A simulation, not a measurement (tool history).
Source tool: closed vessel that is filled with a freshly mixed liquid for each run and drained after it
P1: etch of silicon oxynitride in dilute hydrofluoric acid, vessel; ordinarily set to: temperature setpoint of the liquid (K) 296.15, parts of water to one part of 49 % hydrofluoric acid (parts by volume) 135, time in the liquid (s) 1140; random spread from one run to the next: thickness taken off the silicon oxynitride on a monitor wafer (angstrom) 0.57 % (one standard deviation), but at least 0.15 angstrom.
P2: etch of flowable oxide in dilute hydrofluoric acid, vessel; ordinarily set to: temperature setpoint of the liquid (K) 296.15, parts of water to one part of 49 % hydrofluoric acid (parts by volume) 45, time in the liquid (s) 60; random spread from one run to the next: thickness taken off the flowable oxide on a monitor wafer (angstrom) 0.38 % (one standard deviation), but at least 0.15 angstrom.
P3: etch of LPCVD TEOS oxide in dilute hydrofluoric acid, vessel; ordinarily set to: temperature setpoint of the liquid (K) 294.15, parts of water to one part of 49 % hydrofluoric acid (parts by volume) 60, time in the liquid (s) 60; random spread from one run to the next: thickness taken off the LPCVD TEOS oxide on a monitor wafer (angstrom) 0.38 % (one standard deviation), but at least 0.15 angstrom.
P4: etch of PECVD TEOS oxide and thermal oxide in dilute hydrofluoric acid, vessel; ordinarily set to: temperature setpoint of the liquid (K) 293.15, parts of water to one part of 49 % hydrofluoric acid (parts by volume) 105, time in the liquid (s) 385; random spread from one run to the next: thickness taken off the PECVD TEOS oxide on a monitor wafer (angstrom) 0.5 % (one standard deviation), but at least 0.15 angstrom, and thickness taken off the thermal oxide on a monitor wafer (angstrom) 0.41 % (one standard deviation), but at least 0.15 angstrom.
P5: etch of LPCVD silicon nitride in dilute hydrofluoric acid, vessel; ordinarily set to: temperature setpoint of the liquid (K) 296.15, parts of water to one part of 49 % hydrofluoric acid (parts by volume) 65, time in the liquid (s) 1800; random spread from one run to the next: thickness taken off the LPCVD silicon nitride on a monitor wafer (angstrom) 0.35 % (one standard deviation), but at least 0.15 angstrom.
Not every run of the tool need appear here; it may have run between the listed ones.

run,hour,process that ran,temperature setpoint of the liquid (K),parts of water to one part of 49 % hydrofluoric acid (parts by volume),time in the liquid (s),hours since the thermometer was replaced,hours since the hydrofluoric acid flow meter was replaced,thickness taken off the silicon oxynitride on a monitor wafer (angstrom),thickness taken off the LPCVD silicon nitride on a monitor wafer (angstrom),thickness taken off the PECVD TEOS oxide on a monitor wafer (angstrom),thickness taken off the thermal oxide on a monitor wafer (angstrom),thickness taken off the LPCVD TEOS oxide on a monitor wafer (angstrom),thickness taken off the flowable oxide on a monitor wafer (angstrom)
1,11.1,P1,296.15,135,1140,1405.5,1057.8,117.040,,,,,
2,20.9,P5,296.15,65,1800,1415.3,1067.6,,126.720,,,,
3,30.6,P1,304.15,135,1140,1425.0,1077.3,165.320,,,,,
4,38.2,P1,300.15,220,1140,1432.6,1084.9,80.178,,,,,
5,44.4,P5,296.15,95,1800,1438.8,1091.1,,87.435,,,,
6,54.5,P1,296.15,250,1140,1448.9,1101.2,57.731,,,,,
7,61.8,P1,296.15,135,1140,1456.2,1108.5,115.230,,,,,
8,73.3,P1,296.15,135,120,1467.7,1120.0,12.211,,,,,
9,83.9,P4,293.15,145,385,1478.3,1130.6,,,366.43,103.24,,
10,93.4,P4,293.15,105,385,1487.8,1140.1,,,528.82,148.41,,
11,105.0,P1,296.15,135,1140,1499.4,1151.7,116.130,,,,,
12,115.9,P5,296.15,65,885,1510.3,1162.6,,62.358,,,,
13,122.1,P3,299.15,60,60,1516.5,1168.8,,,,,328.25,
14,133.6,P2,301.15,45,60,1528.0,1180.3,,,,,,752.85
15,145.5,P1,290.65,135,1140,1539.9,1192.2,89.053,,,,,
16,155.1,P3,294.15,85,60,1549.5,1201.8,,,,,184.02,
17,162.2,P2,296.15,70,60,1556.6,1208.9,,,,,,378.01
# hour 165.3: hydrofluoric acid flow meter replaced
18,168.2,P3,294.15,60,60,1562.6,3.0,,,,,265.94,
19,178.3,P1,296.15,135,1725,1572.7,13.1,174.850,,,,,
20,187.7,P2,296.15,45,60,1582.1,22.5,,,,,,612.64
21,198.1,P1,296.15,135,1140,1592.5,32.9,115.370,,,,,
22,203.6,P3,294.15,60,30,1598.0,38.4,,,,,134.57,

Forecast run 23:
23,211.7,P5,290.15,65,1800,1606.1,46.5,,?,,,,

Run 23 produced thickness taken off the LPCVD silicon nitride on a monitor wafer (angstrom) 83.691.

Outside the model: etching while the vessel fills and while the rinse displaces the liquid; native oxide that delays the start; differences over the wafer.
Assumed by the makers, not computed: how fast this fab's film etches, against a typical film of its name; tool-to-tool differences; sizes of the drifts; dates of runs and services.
